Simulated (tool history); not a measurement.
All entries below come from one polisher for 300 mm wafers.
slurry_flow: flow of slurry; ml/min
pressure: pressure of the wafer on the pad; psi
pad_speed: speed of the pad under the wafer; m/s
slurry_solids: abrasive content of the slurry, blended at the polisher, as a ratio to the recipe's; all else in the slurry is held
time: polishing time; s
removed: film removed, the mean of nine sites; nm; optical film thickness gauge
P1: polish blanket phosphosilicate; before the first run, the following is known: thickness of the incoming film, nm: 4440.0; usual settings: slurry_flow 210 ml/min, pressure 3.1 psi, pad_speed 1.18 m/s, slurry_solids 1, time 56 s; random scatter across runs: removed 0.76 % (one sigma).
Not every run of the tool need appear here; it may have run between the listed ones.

{"run": 1, "hour": 13.9, "slurry_flow": 210, "pressure": 3.1, "pad_speed": 1.18, "slurry_solids": 1, "time": 56, "removed": 559}
{"run": 2, "hour": 26.5, "slurry_flow": 210, "pressure": 3.1, "pad_speed": 1.18, "slurry_solids": 1.4, "time": 56, "removed": 644.06}
{"run": 3, "hour": 36.2, "slurry_flow": 210, "pressure": 3.1, "pad_speed": 1.18, "slurry_solids": 1, "time": 56, "removed": 566.95}
{"run": 4, "hour": 51.1, "slurry_flow": 210, "pressure": 3.1, "pad_speed": 1.18, "slurry_solids": 1, "time": 56, "removed": 566.44}
{"run": 5, "hour": 66.6, "slurry_flow": 210, "pressure": 3.1, "pad_speed": 1.18, "slurry_solids": 0.5, "time": 56, "removed": 389.03}
{"run": 6, "hour": 83.8, "slurry_flow": 210, "pressure": 3.1, "pad_speed": 1.18, "slurry_solids": 1, "time": 25, "removed": 251.2}
{"run": 7, "hour": 101.0, "slurry_flow": 150, "pressure": 3.1, "pad_speed": 1.18, "slurry_solids": 1, "time": 56, "removed": 529.33}
{"run": 8, "hour": 110.1, "slurry_flow": 210, "pressure": 3.1, "pad_speed": 1.18, "slurry_solids": 1, "time": 85, "removed": 852.69}
{"run": 9, "hour": 118.8, "slurry_flow": 210, "pressure": 3.1, "pad_speed": 1.18, "slurry_solids": 1, "time": 56, "removed": 570.93}
{"run": 10, "hour": 131.9, "slurry_flow": 210, "pressure": 3.1, "pad_speed": 1.18, "slurry_solids": 1, "time": 56, "removed": 561.55}
{"hour": 144.6, "done": "conditioning disc replaced and pad reconditioned"}
{"run": 11, "hour": 150.3, "slurry_flow": 210, "pressure": 3.1, "pad_speed": 1.62, "slurry_solids": 1, "time": 56, "removed": 737.1}
{"run": 12, "hour": 164.7, "slurry_flow": 210, "pressure": 3.1, "pad_speed": 0.56, "slurry_solids": 1, "time": 56, "removed": 312.23}
{"run": 13, "hour": 174.4, "slurry_flow": 330, "pressure": 3.1, "pad_speed": 1.18, "slurry_solids": 1, "time": 56, "removed": 586.55}
{"hour": 175.9, "done": "slurry blender recalibrated"}
{"run": 14, "hour": 186.1, "slurry_flow": 210, "pressure": 3.1, "pad_speed": 1.5, "slurry_solids": 1, "time": 78, "removed": 952.24}
{"run": 15, "hour": 199.4, "slurry_flow": 210, "pressure": 1.4, "pad_speed": 1.18, "slurry_solids": 1, "time": 56, "removed": 254.83}
{"run": 16, "hour": 209.5, "slurry_flow": 210, "pressure": 4.4, "pad_speed": 1.18, "slurry_solids": 1, "time": 56, "removed": 786.72}
{"run": 17, "hour": 227.9, "slurry_flow": 210, "pressure": 3.1, "pad_speed": 1.18, "slurry_solids": 1, "time": 56, "removed": 558.55}
{"run": 18, "hour": 244.3, "slurry_flow": 210, "pressure": 3.1, "pad_speed": 1.18, "slurry_solids": 0.8, "time": 81, "removed": 741.89}
{"run": 19, "hour": 260.8, "slurry_flow": 210, "pressure": 3.1, "pad_speed": 1.18, "slurry_solids": 1, "time": 56, "removed": 563.03}

For run 20, what comes out?
{"run": 20, "hour": 277.2, "slurry_flow": 210, "pressure": 3.1, "pad_speed": 1.18, "slurry_solids": 1, "time": 56, "removed": "?"}

Run 20 produced removed 533.36 nm.
